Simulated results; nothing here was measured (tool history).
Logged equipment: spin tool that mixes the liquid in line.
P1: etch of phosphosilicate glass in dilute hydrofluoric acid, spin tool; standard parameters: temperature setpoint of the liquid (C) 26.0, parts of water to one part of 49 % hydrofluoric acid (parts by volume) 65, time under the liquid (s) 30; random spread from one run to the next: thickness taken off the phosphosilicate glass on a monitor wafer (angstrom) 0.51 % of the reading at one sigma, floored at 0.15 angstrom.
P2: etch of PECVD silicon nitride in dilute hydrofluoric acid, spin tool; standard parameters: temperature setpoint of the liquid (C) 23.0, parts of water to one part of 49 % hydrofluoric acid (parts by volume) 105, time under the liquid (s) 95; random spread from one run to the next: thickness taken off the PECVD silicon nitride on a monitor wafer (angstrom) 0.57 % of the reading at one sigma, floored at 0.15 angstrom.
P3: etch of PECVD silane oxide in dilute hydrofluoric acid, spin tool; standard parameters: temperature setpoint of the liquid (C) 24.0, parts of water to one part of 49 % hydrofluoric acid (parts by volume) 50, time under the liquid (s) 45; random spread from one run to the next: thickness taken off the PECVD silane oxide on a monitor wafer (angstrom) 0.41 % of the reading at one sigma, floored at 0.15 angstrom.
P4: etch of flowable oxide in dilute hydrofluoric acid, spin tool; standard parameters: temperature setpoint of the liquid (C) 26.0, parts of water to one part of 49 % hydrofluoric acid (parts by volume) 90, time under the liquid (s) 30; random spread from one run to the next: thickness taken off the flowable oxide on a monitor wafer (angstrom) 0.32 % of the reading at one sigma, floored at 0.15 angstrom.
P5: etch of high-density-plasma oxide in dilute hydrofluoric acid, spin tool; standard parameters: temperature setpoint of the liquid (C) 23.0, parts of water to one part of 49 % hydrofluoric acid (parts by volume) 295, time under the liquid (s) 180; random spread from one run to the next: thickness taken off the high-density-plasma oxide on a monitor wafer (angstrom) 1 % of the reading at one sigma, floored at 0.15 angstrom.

run   hour  process that ran  temperature setpoint of the liquid (C)  parts of water to one part of 49 % hydrofluoric acid (parts by volume)  time under the liquid (s)  hours since the thermometer was replaced  hours since the hydrofluoric acid flow meter was replaced  thickness taken off the phosphosilicate glass on a monitor wafer (angstrom)  thickness taken off the PECVD silicon nitride on a monitor wafer (angstrom)  thickness taken off the high-density-plasma oxide on a monitor wafer (angstrom)  thickness taken off the flowable oxide on a monitor wafer (angstrom)  thickness taken off the PECVD silane oxide on a monitor wafer (angstrom)
  1    7.6                P1                                    26.0                                                                      65                         30                                     312.7                                                     1489.5                                                                       822.51
  2   14.0                P1                                    26.0                                                                      65                         30                                     319.1                                                     1495.9                                                                       812.26
  3   21.8                P1                                    26.0                                                                      65                         30                                     326.9                                                     1503.7                                                                       819.06
  4   27.7                P2                                    23.0                                                                     170                         95                                     332.8                                                     1509.6                                                                                                                                                    28.928
  5   33.5                P5                                    23.0                                                                     295                        180                                     338.6                                                     1515.4                                                                                                                                                                                                                                    24.9370
  6   40.5                P5                                    18.0                                                                     295                        180                                     345.6                                                     1522.4                                                                                                                                                                                                                                    21.0450
  7   44.8                P1                                    26.0                                                                     105                         55                                     349.9                                                     1526.7                                                                       884.96
  8   50.9                P1                                    26.0                                                                     100                         30                                     356.0                                                     1532.8                                                                       508.09
  9   59.2                P4                                    26.0                                                                      20                         30                                     364.3                                                     1541.1                                                                                                                                                                                                                                                                                                          1045.90
 10   67.2                P3                                    24.0                                                                      50                         15                                     372.3                                                     1549.1                                                                                                                                                                                                                                                                                                                                                                                     59.183
 11   71.4                P3                                    24.0                                                                      50                         45                                     376.5                                                     1553.3                                                                                                                                                                                                                                                                                                                                                                                    176.900
 12   78.7                P1                                    26.0                                                                      65                         65                                     383.8                                                     1560.6                                                                      1775.20
 13   84.4                P1                                    32.5                                                                      65                         30                                     389.5                                                     1566.3                                                                      1046.60
 14   91.9                P5                                    23.0                                                                     295                        180                                     397.0                                                     1573.8                                                                                                                                                                                                                                    24.7540
 15   97.3                P3                                    24.0                                                                      90                         45                                     402.4                                                     1579.2                                                                                                                                                                                                                                                                                                                                                                                     93.533
 16  104.8                P1                                    26.0                                                                      65                         30                                     409.9                                                     1586.7                                                                       815.38
 17  110.5                P1                                    26.0                                                                      65                         30                                     415.6                                                     1592.4                                                                       818.97
 18  116.5                P1                                    26.0                                                                      65                         15                                     421.6                                                     1598.4                                                                       408.70
 19  120.9                P4                                    30.0                                                                      90                         30                                     426.0                                                     1602.8                                                                                                                                                                                                                                                                                                           246.43
 20  126.6                P2                                    23.0                                                                     105                        185                                     431.7                                                     1608.5                                                                                                                                                    91.575
 21  134.3                P4                                    26.0                                                                      90                         30                                     439.4                                                     1616.2                                                                                                                                                                                                                                                                                                           211.04
 22  140.0                P2                                    23.0                                                                     105                         95                                     445.1                                                     1621.9                                                                                                                                                    47.332
 23  147.1                P5                                    23.0                                                                     295                         45                                     452.2                                                     1629.0                                                                                                                                                                                                                                     6.1722
 24  151.5                P3                                    19.0                                                                      50                         45                                     456.6                                                     1633.4                                                                                                                                                                                                                                                                                                                                                                                    142.540
 25  156.7                P2                                    18.5                                                                     105                         95                                     461.8                                                     1638.6                                                                                                                                                    34.563
 26  160.7                P4                                    26.0                                                                      90                         30                                     465.8                                                     1642.6                                                                                                                                                                                                                                                                                                           209.70
 27  165.3                P1                                    21.0                                                                      65                         30                                     470.4                                                     1647.2                                                                       668.23
 28  173.5                P1                                    26.0                                                                      65                         30                                     478.6                                                     1655.4                                                                       821.87
 29  180.0                P1                                    26.0                                                                      20                         30                                     485.1                                                     1661.9                                                                      2802.30
 30  184.1                P5                                    23.0                                                                     440                        180                                     489.2                                                     1666.0                                                                                                                                                                                                                                    14.8740
 31  191.8                P1                                    26.0                                                                     110                         15                                     496.9                                                     1673.7                                                                       228.64
 32  198.5                P4                                    26.0                                                                      90                         15                                     503.6                                                     1680.4                                                                                                                                                                                                                                                                                                           105.26
 33  202.1                P1                                    26.0                                                                      65                         30                                     507.2                                                     1684.0                                                                       817.53
 34  207.3                P1                                    26.0                                                                      65                         30                                     512.4                                                     1689.2                                                                       843.56
 35  213.2                P1                                    26.0                                                                      65                         30                                     518.3                                                     1695.1                                                                       863.00
 36  220.5                P1                                    26.0                                                                      65                         30                                     525.6                                                     1702.4                                                                       880.02
 37  225.7                P1                                    26.0                                                                      65                         30                                     530.8                                                     1707.6                                                                       880.84
 38  232.6                P1                                    26.0                                                                      65                         30                                     537.7                                                     1714.5                                                                       886.20
 39  239.9                P1                                    26.0                                                                      65                         30                                     545.0                                                     1721.8                                                                       886.29
 40  244.0                P1                                    26.0                                                                      65                         30                                     549.1                                                     1725.9                                                                       895.99
 41  249.8                P1                                    26.0                                                                      65                         30                                     554.9                                                     1731.7                                                                       888.08

What P1 gives has crept off from where it sat before. The 2 causes that follow fit the log equally well, each at the size noted:
A: hydrofluoric acid flow above the setpoint (%) = 8.51
B: liquid hotter than its thermometer reads (K) = 2.24
The onset of the drift is placed at about hour 202.1.

The check runs listed below each take one wafer, and their results are still question marks. Under which run would the listed causes lead to clearly different results?
check 1  255.6                P3                                    24.0                                                                      50                         15                                                                                                                                                                                                                                                                                                                                                                                                                                                                                               ?
check 2  255.6                P4                                    26.0                                                                      25                         15                                                                                                                                                                                                                                                                                                                                                                                                                     ?
check 3  255.6                P2                                    23.0                                                                     105                        180                                                                                                                                                                                                                                                              ?
check 4  255.6                P5                                    18.5                                                                     295                         60                                                                                                                                                                                                                                                                                                                                               ?

Check results expected under each cause:
  check                                                                           result    if A     if B
check 1         thickness taken off the PECVD silane oxide on a monitor wafer (angstrom)  64.503   64.795
check 2             thickness taken off the flowable oxide on a monitor wafer (angstrom)  451.91   455.35
check 3      thickness taken off the PECVD silicon nitride on a monitor wafer (angstrom)  96.780  103.470
check 4  thickness taken off the high-density-plasma oxide on a monitor wafer (angstrom)  7.8454   7.6933
Smallest distance between any two causes, each pair judged by its most separating result, in per cent: check 1 0.45 %; check 2 0.76 %; check 3 6.68 %; check 4 1.96 %
Check 3 distinguishes between the causes, while the remaining checks would return nearly the same result for all of them.

Check 3 was carried out, with these results: thickness taken off the PECVD silicon nitride on a monitor wafer (angstrom) 103.400. Which of the listed causes is responsible?

It is B: liquid hotter than its thermometer reads (K).

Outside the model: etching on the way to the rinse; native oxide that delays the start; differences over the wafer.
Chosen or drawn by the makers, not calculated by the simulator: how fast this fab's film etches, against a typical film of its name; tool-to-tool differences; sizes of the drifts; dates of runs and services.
